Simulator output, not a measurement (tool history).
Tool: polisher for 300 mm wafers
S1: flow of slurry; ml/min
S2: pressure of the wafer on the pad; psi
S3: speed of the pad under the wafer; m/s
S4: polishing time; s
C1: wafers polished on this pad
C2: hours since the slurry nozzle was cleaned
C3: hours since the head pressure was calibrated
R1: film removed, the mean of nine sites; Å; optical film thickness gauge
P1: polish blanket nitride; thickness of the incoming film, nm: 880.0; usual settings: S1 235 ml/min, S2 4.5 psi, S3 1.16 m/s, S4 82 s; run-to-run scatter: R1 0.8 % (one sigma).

run   hour   S1   S2    S3   S4    C1     C2     C3      R1
  1    9.2  235  4.5  1.16   82   385  197.0  147.6  2295.1
  2   15.3  235  4.5  1.16   82   423  203.1  153.7  2287.7
  3   23.8  235  4.5  1.16  121   477  211.6  162.2  3329.6
  4   33.6  235  4.5  1.16   82   539  221.4  172.0  2324.2
  5   40.7  235  4.5  1.16   82   583  228.5  179.1  2303.4
  6   51.3  235  4.5  1.16   82   650  239.1  189.7  2289.9
  7   56.9  235  4.5  1.16   82   685  244.7  195.3  2257.4
  8   66.9  235  2.2  1.16   82   748  254.7  205.3  1123.3
  9   77.0  235  4.5  1.16   38   812  264.8  215.4  1069.8
 10   87.9  235  4.5  1.84   82   881  275.7  226.3  3355.7
      93.2  -- slurry nozzle cleaned
 11   94.5  235  4.5  0.82  110   922    1.3  232.9  2323.1
 12  105.9  140  4.5  1.16   82   994   12.7  244.3  2151.4
 13  113.5  235  6.7  1.16   82  1042   20.3  251.9  3461.8
 14  125.0  235  4.5  0.56   82  1114   31.8  263.4  1293.7
 15  130.6  310  4.5  1.16   82  1150   37.4  269.0  2354.2
 16  138.6  235  4.5  1.16   82  1200   45.4  277.0  2312.6

Run 17 comes next. What will it give?
 17  146.7  235  4.5  1.16  82  1251  53.5  285.1   ?

Run 17 gave R1 2219.9 Å.
